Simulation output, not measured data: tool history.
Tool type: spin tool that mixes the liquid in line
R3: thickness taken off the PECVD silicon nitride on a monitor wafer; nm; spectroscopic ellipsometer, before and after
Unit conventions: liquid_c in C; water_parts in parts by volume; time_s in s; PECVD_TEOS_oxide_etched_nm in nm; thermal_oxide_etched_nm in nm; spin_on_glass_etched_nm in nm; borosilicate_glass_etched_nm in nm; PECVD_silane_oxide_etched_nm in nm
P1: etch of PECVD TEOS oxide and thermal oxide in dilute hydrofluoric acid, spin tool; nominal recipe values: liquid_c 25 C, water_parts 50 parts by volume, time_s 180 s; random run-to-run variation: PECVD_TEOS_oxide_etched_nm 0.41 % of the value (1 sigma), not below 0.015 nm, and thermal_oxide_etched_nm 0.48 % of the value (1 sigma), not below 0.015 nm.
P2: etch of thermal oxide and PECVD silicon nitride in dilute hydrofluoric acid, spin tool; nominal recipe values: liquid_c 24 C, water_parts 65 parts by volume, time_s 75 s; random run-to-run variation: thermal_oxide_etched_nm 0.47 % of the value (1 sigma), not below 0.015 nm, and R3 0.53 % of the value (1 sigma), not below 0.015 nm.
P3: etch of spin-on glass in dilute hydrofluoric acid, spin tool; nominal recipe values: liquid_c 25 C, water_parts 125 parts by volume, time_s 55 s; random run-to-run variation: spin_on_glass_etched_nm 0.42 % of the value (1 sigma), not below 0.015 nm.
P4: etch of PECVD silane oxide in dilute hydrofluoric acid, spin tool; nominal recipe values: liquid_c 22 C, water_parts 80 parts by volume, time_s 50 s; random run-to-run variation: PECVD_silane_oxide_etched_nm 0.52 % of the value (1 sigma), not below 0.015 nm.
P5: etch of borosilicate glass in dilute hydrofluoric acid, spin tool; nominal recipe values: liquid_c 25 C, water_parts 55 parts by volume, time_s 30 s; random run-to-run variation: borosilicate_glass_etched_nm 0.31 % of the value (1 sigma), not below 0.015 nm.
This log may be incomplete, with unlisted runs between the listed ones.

{"run": 1, "hour": 7.6, "process": "P1", "liquid_c": 25, "water_parts": 50, "time_s": 180, "PECVD_TEOS_oxide_etched_nm": 40.464, "thermal_oxide_etched_nm": 18.765}
{"run": 2, "hour": 12.9, "process": "P1", "liquid_c": 21.5, "water_parts": 30, "time_s": 180, "PECVD_TEOS_oxide_etched_nm": 60.337, "thermal_oxide_etched_nm": 27.621}
{"run": 3, "hour": 20.8, "process": "P1", "liquid_c": 25, "water_parts": 50, "time_s": 180, "PECVD_TEOS_oxide_etched_nm": 40.701, "thermal_oxide_etched_nm": 18.817}
{"run": 4, "hour": 32.2, "process": "P1", "liquid_c": 25, "water_parts": 50, "time_s": 15, "PECVD_TEOS_oxide_etched_nm": 3.4177, "thermal_oxide_etched_nm": 1.5537}
{"run": 5, "hour": 39.4, "process": "P2", "liquid_c": 20, "water_parts": 65, "time_s": 75, "thermal_oxide_etched_nm": 4.9829, "R3": 4.9902}
{"run": 6, "hour": 44.8, "process": "P3", "liquid_c": 25, "water_parts": 125, "time_s": 15, "spin_on_glass_etched_nm": 4.4189}
{"run": 7, "hour": 52.3, "process": "P2", "liquid_c": 24, "water_parts": 65, "time_s": 75, "thermal_oxide_etched_nm": 5.997, "R3": 6.5727}
{"run": 8, "hour": 59.3, "process": "P1", "liquid_c": 29, "water_parts": 80, "time_s": 180, "PECVD_TEOS_oxide_etched_nm": 28.555, "thermal_oxide_etched_nm": 13.275}
{"run": 9, "hour": 66.3, "process": "P5", "liquid_c": 18, "water_parts": 55, "time_s": 30, "borosilicate_glass_etched_nm": 15.426}
{"run": 10, "hour": 72.9, "process": "P1", "liquid_c": 25, "water_parts": 50, "time_s": 180, "PECVD_TEOS_oxide_etched_nm": 40.524, "thermal_oxide_etched_nm": 18.726}
{"run": 11, "hour": 78.2, "process": "P5", "liquid_c": 25, "water_parts": 55, "time_s": 30, "borosilicate_glass_etched_nm": 20.669}
{"run": 12, "hour": 87.6, "process": "P1", "liquid_c": 25, "water_parts": 90, "time_s": 180, "PECVD_TEOS_oxide_etched_nm": 21.447, "thermal_oxide_etched_nm": 9.9226}
{"run": 13, "hour": 95.6, "process": "P1", "liquid_c": 25, "water_parts": 50, "time_s": 355, "PECVD_TEOS_oxide_etched_nm": 80.711, "thermal_oxide_etched_nm": 37.148}
{"run": 14, "hour": 105.7, "process": "P4", "liquid_c": 22, "water_parts": 80, "time_s": 50, "PECVD_silane_oxide_etched_nm": 15.159}
{"run": 15, "hour": 115.2, "process": "P1", "liquid_c": 25, "water_parts": 50, "time_s": 180, "PECVD_TEOS_oxide_etched_nm": 40.754, "thermal_oxide_etched_nm": 18.812}
{"run": 16, "hour": 124.6, "process": "P1", "liquid_c": 33, "water_parts": 50, "time_s": 180, "PECVD_TEOS_oxide_etched_nm": 55.84, "thermal_oxide_etched_nm": 25.661}
{"run": 17, "hour": 136.0, "process": "P1", "liquid_c": 25, "water_parts": 50, "time_s": 180, "PECVD_TEOS_oxide_etched_nm": 40.701, "thermal_oxide_etched_nm": 18.895}
{"run": 18, "hour": 145.7, "process": "P3", "liquid_c": 21, "water_parts": 125, "time_s": 55, "spin_on_glass_etched_nm": 13.779}
{"run": 19, "hour": 154.4, "process": "P1", "liquid_c": 25, "water_parts": 20, "time_s": 180, "PECVD_TEOS_oxide_etched_nm": 106.59, "thermal_oxide_etched_nm": 48.984}
{"run": 20, "hour": 165.3, "process": "P5", "liquid_c": 25, "water_parts": 80, "time_s": 30, "borosilicate_glass_etched_nm": 13.666}
{"run": 21, "hour": 174.9, "process": "P4", "liquid_c": 17, "water_parts": 80, "time_s": 50, "PECVD_silane_oxide_etched_nm": 12.347}
{"run": 22, "hour": 182.4, "process": "P3", "liquid_c": 25, "water_parts": 125, "time_s": 55, "spin_on_glass_etched_nm": 16.198}
{"run": 23, "hour": 189.1, "process": "P4", "liquid_c": 22, "water_parts": 80, "time_s": 50, "PECVD_silane_oxide_etched_nm": 15.185}
{"run": 24, "hour": 199.3, "process": "P1", "liquid_c": 25, "water_parts": 50, "time_s": 180, "PECVD_TEOS_oxide_etched_nm": 40.99, "thermal_oxide_etched_nm": 18.763}
{"run": 25, "hour": 209.9, "process": "P3", "liquid_c": 25, "water_parts": 125, "time_s": 55, "spin_on_glass_etched_nm": 16.258}
{"run": 26, "hour": 216.7, "process": "P1", "liquid_c": 25, "water_parts": 30, "time_s": 310, "PECVD_TEOS_oxide_etched_nm": 119.95, "thermal_oxide_etched_nm": 55.613}
{"run": 27, "hour": 224.6, "process": "P4", "liquid_c": 22, "water_parts": 80, "time_s": 25, "PECVD_silane_oxide_etched_nm": 7.5454}
{"run": 28, "hour": 233.9, "process": "P1", "liquid_c": 20, "water_parts": 50, "time_s": 180, "PECVD_TEOS_oxide_etched_nm": 33.03, "thermal_oxide_etched_nm": 15.221}
{"run": 29, "hour": 242.0, "process": "P2", "liquid_c": 24, "water_parts": 110, "time_s": 75, "thermal_oxide_etched_nm": 3.3347, "R3": 3.9017}
{"run": 30, "hour": 250.0, "process": "P5", "liquid_c": 25, "water_parts": 55, "time_s": 55, "borosilicate_glass_etched_nm": 37.932}
{"run": 31, "hour": 257.1, "process": "P4", "liquid_c": 22, "water_parts": 30, "time_s": 50, "PECVD_silane_oxide_etched_nm": 43.088}
{"run": 32, "hour": 265.5, "process": "P3", "liquid_c": 25, "water_parts": 35, "time_s": 55, "spin_on_glass_etched_nm": 65.023}
{"run": 33, "hour": 271.4, "process": "P2", "liquid_c": 24, "water_parts": 65, "time_s": 15, "thermal_oxide_etched_nm": 1.1983, "R3": 1.3085}
{"run": 34, "hour": 278.9, "process": "P1", "liquid_c": 25, "water_parts": 50, "time_s": 180, "PECVD_TEOS_oxide_etched_nm": 40.675, "thermal_oxide_etched_nm": 18.962}
{"run": 35, "hour": 284.6, "process": "P1", "liquid_c": 25, "water_parts": 50, "time_s": 180, "PECVD_TEOS_oxide_etched_nm": 40.069, "thermal_oxide_etched_nm": 18.38}
{"run": 36, "hour": 289.8, "process": "P1", "liquid_c": 25, "water_parts": 50, "time_s": 180, "PECVD_TEOS_oxide_etched_nm": 39.62, "thermal_oxide_etched_nm": 18.294}
{"run": 37, "hour": 299.8, "process": "P1", "liquid_c": 25, "water_parts": 50, "time_s": 180, "PECVD_TEOS_oxide_etched_nm": 39.177, "thermal_oxide_etched_nm": 17.983}
{"run": 38, "hour": 306.7, "process": "P1", "liquid_c": 25, "water_parts": 50, "time_s": 180, "PECVD_TEOS_oxide_etched_nm": 38.745, "thermal_oxide_etched_nm": 17.798}
{"run": 39, "hour": 311.9, "process": "P1", "liquid_c": 25, "water_parts": 50, "time_s": 180, "PECVD_TEOS_oxide_etched_nm": 38.362, "thermal_oxide_etched_nm": 17.71}
{"run": 40, "hour": 320.9, "process": "P1", "liquid_c": 25, "water_parts": 50, "time_s": 180, "PECVD_TEOS_oxide_etched_nm": 38.463, "thermal_oxide_etched_nm": 17.619}
{"run": 41, "hour": 326.2, "process": "P1", "liquid_c": 25, "water_parts": 50, "time_s": 180, "PECVD_TEOS_oxide_etched_nm": 38.363, "thermal_oxide_etched_nm": 17.666}
{"run": 42, "hour": 336.9, "process": "P1", "liquid_c": 25, "water_parts": 50, "time_s": 180, "PECVD_TEOS_oxide_etched_nm": 38.316, "thermal_oxide_etched_nm": 17.659}
{"run": 43, "hour": 343.7, "process": "P1", "liquid_c": 25, "water_parts": 50, "time_s": 180, "PECVD_TEOS_oxide_etched_nm": 37.952, "thermal_oxide_etched_nm": 17.722}
{"run": 44, "hour": 348.9, "process": "P1", "liquid_c": 25, "water_parts": 50, "time_s": 180, "PECVD_TEOS_oxide_etched_nm": 37.861, "thermal_oxide_etched_nm": 17.638}
{"run": 45, "hour": 355.1, "process": "P1", "liquid_c": 25, "water_parts": 50, "time_s": 180, "PECVD_TEOS_oxide_etched_nm": 38.218, "thermal_oxide_etched_nm": 17.647}

The log shows P1 creeping away from where it was. Any of the 2 causes listed here, at the size stated for it, fits the log just as well as the others:
A: liquid colder than its thermometer reads (K) = 1.64
B: hydrofluoric acid flow below the setpoint (%) = 6.08
Onset of the creep was near hour 278.9.

Of the 4 check runs listed below, each run on one wafer and each result written as a question mark, which would let you distinguish the listed causes because they would give clearly different results?
{"run": "check 1", "hour": 361.3, "process": "P5", "liquid_c": 25, "water_parts": 55, "time_s": 30, "borosilicate_glass_etched_nm": "?"}
{"run": "check 2", "hour": 361.3, "process": "P2", "liquid_c": 24, "water_parts": 65, "time_s": 75, "thermal_oxide_etched_nm": "?", "R3": "?"}
{"run": "check 3", "hour": 361.3, "process": "P3", "liquid_c": 25, "water_parts": 125, "time_s": 55, "spin_on_glass_etched_nm": "?"}
{"run": "check 4", "hour": 361.3, "process": "P4", "liquid_c": 22, "water_parts": 80, "time_s": 50, "PECVD_silane_oxide_etched_nm": "?"}

How each check would come out, cause by cause:
check=check_1 result=borosilicate_glass_etched_nm if_A=19.266 if_B=19.259
check=check_2 result=thermal_oxide_etched_nm if_A=5.5513 if_B=5.5455
check=check_2 result=R3 if_A=5.8629 if_B=6.1561
check=check_3 result=spin_on_glass_etched_nm if_A=15.176 if_B=15.043
check=check_4 result=PECVD_silane_oxide_etched_nm if_A=14.231 if_B=14.211
Minimum pairwise separation of causes per check, each pair taken at its best-separating result: check 1 0.04 %; check 2 4.88 %; check 3 0.88 %; check 4 0.14 %
Check 2 tells the causes apart: in the others they would give nearly the same result.

The results of check 2 are: thermal_oxide_etched_nm 5.5801 nm; R3 5.8787 nm. Based on these, which of the listed causes is it?

The cause is A: liquid colder than its thermometer reads (K).
